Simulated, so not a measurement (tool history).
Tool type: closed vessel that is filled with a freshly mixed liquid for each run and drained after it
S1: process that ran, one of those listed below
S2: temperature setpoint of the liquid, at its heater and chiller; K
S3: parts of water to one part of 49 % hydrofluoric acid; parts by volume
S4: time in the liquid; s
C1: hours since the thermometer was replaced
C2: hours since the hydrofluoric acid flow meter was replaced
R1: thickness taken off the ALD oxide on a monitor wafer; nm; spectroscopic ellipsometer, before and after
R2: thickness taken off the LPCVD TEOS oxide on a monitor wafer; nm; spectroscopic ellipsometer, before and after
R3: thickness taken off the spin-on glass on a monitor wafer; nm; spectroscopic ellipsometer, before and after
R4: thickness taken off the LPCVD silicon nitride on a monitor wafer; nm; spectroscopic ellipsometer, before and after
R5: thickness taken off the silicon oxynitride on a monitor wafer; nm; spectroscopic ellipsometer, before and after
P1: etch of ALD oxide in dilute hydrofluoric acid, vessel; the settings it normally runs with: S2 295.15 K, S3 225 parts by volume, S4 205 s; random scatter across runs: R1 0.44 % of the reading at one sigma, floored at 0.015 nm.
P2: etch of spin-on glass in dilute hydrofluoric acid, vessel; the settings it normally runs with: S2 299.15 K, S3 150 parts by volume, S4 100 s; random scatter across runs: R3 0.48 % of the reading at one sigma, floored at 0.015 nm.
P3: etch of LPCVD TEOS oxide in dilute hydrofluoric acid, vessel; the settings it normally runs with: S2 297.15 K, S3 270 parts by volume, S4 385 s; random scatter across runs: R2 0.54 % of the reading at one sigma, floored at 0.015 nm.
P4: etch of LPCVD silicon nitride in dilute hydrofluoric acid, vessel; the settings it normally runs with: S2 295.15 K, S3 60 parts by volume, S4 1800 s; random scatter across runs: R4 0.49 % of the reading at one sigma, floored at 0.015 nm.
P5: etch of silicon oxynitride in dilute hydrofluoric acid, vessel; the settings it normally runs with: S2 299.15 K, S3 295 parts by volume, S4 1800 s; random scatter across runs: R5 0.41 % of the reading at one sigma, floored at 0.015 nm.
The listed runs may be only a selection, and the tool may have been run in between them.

Run 1, hour 5.8: S1 P1, S2 295.15 K, S3 225 parts by volume, S4 205 s; C1 841.2; C2 189.2. Result: R1 15.7220 nm.
Run 2, hour 9.9: S1 P3, S2 291.65 K, S3 270 parts by volume, S4 385 s; C1 845.3; C2 193.3. Result: R2 40.7790 nm.
Run 3, hour 14.7: S1 P1, S2 290.15 K, S3 225 parts by volume, S4 205 s; C1 850.1; C2 198.1. Result: R1 12.8720 nm.
Run 4, hour 21.0: S1 P2, S2 294.15 K, S3 150 parts by volume, S4 100 s; C1 856.4; C2 204.4. Result: R3 20.572 nm.
Run 5, hour 25.9: S1 P3, S2 297.15 K, S3 270 parts by volume, S4 30 s; C1 861.3; C2 209.3. Result: R2 3.9072 nm.
Run 6, hour 30.5: S1 P3, S2 297.15 K, S3 415 parts by volume, S4 385 s; C1 865.9; C2 213.9. Result: R2 28.5650 nm.
Run 7, hour 35.4: S1 P1, S2 295.15 K, S3 225 parts by volume, S4 205 s; C1 870.8; C2 218.8. Result: R1 15.6400 nm.
Run 8, hour 39.5: S1 P2, S2 299.15 K, S3 150 parts by volume, S4 100 s; C1 874.9; C2 222.9. Result: R3 24.853 nm.
Run 9, hour 43.9: S1 P1, S2 301.65 K, S3 115 parts by volume, S4 205 s; C1 879.3; C2 227.3. Result: R1 44.5020 nm.
Run 10, hour 49.2: S1 P1, S2 295.15 K, S3 225 parts by volume, S4 355 s; C1 884.6; C2 232.6. Result: R1 27.1400 nm.
Run 11, hour 53.2: S1 P4, S2 295.15 K, S3 20 parts by volume, S4 1800 s; C1 888.6; C2 236.6. Result: R4 35.0980 nm.
Run 12, hour 58.9: S1 P4, S2 290.15 K, S3 60 parts by volume, S4 1800 s; C1 894.3; C2 242.3. Result: R4 8.6073 nm.
Run 13, hour 63.4: S1 P2, S2 299.15 K, S3 150 parts by volume, S4 170 s; C1 898.8; C2 246.8. Result: R3 42.854 nm.
Run 14, hour 68.8: S1 P2, S2 299.15 K, S3 220 parts by volume, S4 100 s; C1 904.2; C2 252.2. Result: R3 15.682 nm.
Run 15, hour 73.9: S1 P4, S2 295.15 K, S3 60 parts by volume, S4 1800 s; C1 909.3; C2 257.3. Result: R4 12.1850 nm.
Run 16, hour 78.0: S1 P1, S2 295.15 K, S3 325 parts by volume, S4 315 s; C1 913.4; C2 261.4. Result: R1 15.0860 nm.
Run 17, hour 82.9: S1 P1, S2 295.15 K, S3 225 parts by volume, S4 30 s; C1 918.3; C2 266.3. Result: R1 2.3078 nm.
Run 18, hour 88.6: S1 P1, S2 295.15 K, S3 225 parts by volume, S4 205 s; C1 924.0; C2 272.0. Result: R1 15.7230 nm.
Run 19, hour 93.4: S1 P5, S2 294.65 K, S3 295 parts by volume, S4 1800 s; C1 928.8; C2 276.8. Result: R5 6.8674 nm.
Run 20, hour 99.0: S1 P1, S2 295.15 K, S3 110 parts by volume, S4 205 s; C1 934.4; C2 282.4. Result: R1 36.3350 nm.
Run 21, hour 102.3: S1 P5, S2 299.15 K, S3 125 parts by volume, S4 1800 s; C1 937.7; C2 285.7. Result: R5 22.5970 nm.
Run 22, hour 105.9: S1 P5, S2 299.15 K, S3 295 parts by volume, S4 1800 s; C1 941.3; C2 289.3. Result: R5 8.2752 nm.
Run 23, hour 109.8: S1 P4, S2 295.15 K, S3 60 parts by volume, S4 1800 s; C1 945.2; C2 293.2. Result: R4 12.1800 nm.
Run 24, hour 115.9: S1 P1, S2 301.65 K, S3 225 parts by volume, S4 205 s; C1 951.3; C2 299.3. Result: R1 19.8760 nm.
Run 25, hour 121.7: S1 P4, S2 295.15 K, S3 60 parts by volume, S4 3385 s; C1 957.1; C2 305.1. Result: R4 22.8130 nm.
Run 26, hour 127.4: S1 P1, S2 295.15 K, S3 225 parts by volume, S4 205 s; C1 962.8; C2 310.8. Result: R1 15.6340 nm.
Run 27, hour 133.7: S1 P3, S2 297.15 K, S3 270 parts by volume, S4 385 s; C1 969.1; C2 317.1. Result: R2 50.6830 nm.
Run 28, hour 139.7: S1 P1, S2 301.15 K, S3 115 parts by volume, S4 205 s; C1 975.1; C2 323.1. Result: R1 43.3130 nm.
Run 29, hour 143.0: S1 P5, S2 299.15 K, S3 295 parts by volume, S4 1800 s; C1 978.4; C2 326.4. Result: R5 8.3797 nm.
Run 30, hour 147.1: S1 P1, S2 295.15 K, S3 355 parts by volume, S4 205 s; C1 982.5; C2 330.5. Result: R1 8.7970 nm.
Run 31, hour 152.2: S1 P5, S2 299.15 K, S3 295 parts by volume, S4 315 s; C1 987.6; C2 335.6. Result: R5 1.5000 nm.
Run 32, hour 155.3: S1 P1, S2 295.15 K, S3 225 parts by volume, S4 205 s; C1 990.7; C2 338.7. Result: R1 15.7050 nm.
Run 33, hour 159.4: S1 P1, S2 295.15 K, S3 225 parts by volume, S4 205 s; C1 994.8; C2 342.8. Result: R1 16.2510 nm.
Run 34, hour 164.8: S1 P1, S2 295.15 K, S3 225 parts by volume, S4 205 s; C1 1000.2; C2 348.2. Result: R1 16.5610 nm.
Run 35, hour 169.0: S1 P1, S2 295.15 K, S3 225 parts by volume, S4 205 s; C1 1004.4; C2 352.4. Result: R1 16.6580 nm.
Run 36, hour 172.9: S1 P1, S2 295.15 K, S3 225 parts by volume, S4 205 s; C1 1008.3; C2 356.3. Result: R1 16.8390 nm.
Run 37, hour 176.2: S1 P1, S2 295.15 K, S3 225 parts by volume, S4 205 s; C1 1011.6; C2 359.6. Result: R1 16.8760 nm.
Run 38, hour 181.8: S1 P1, S2 295.15 K, S3 225 parts by volume, S4 205 s; C1 1017.2; C2 365.2. Result: R1 16.9560 nm.
Run 39, hour 186.2: S1 P1, S2 295.15 K, S3 225 parts by volume, S4 205 s; C1 1021.6; C2 369.6. Result: R1 17.0600 nm.
Run 40, hour 191.3: S1 P1, S2 295.15 K, S3 225 parts by volume, S4 205 s; C1 1026.7; C2 374.7. Result: R1 17.0860 nm.
Run 41, hour 195.6: S1 P1, S2 295.15 K, S3 225 parts by volume, S4 205 s; C1 1031.0; C2 379.0. Result: R1 17.2750 nm.

The output of P1 has drifted from where it used to be. Each of the 2 causes below, taken at the size shown beside it, accounts for the log equally well:
A: liquid hotter than its thermometer reads (K) = 2.43
B: hydrofluoric acid flow above the setpoint (%) = 7.59
The process output started creeping at around hour 155.3.

Consider the 4 single-wafer check runs listed below, results given as question marks: which one distinguishes between the causes by giving clearly different results for each?
Run check 1, hour 199.9: S1 P2, S2 299.15 K, S3 150 parts by volume, S4 100 s. Result: R3 ?.
Run check 2, hour 199.9: S1 P5, S2 299.15 K, S3 295 parts by volume, S4 1800 s. Result: R5 ?.
Run check 3, hour 199.9: S1 P4, S2 295.15 K, S3 60 parts by volume, S4 1800 s. Result: R4 ?.
Run check 4, hour 199.9: S1 P3, S2 297.15 K, S3 270 parts by volume, S4 385 s. Result: R2 ?.

Check results expected under each cause:
  check  result     if A     if B
check 1      R3   27.329   27.220
check 2      R5   9.2335   9.1319
check 3      R4  14.3260  13.0590
check 4      R2  54.7420  55.1670
Per check, the gap between the least separated pair of causes, taken in the result that splits them most: check 1 0.4 %; check 2 1.11 %; check 3 9.26 %; check 4 0.77 %
Of the check runs offered, only check 3 discriminates between the causes; the rest would read about the same regardless of which cause applies.

Running check 3 produced the following: R4 13.0670 nm. Which one of the listed causes fits?

Of the candidate causes, it is B: hydrofluoric acid flow above the setpoint (%).

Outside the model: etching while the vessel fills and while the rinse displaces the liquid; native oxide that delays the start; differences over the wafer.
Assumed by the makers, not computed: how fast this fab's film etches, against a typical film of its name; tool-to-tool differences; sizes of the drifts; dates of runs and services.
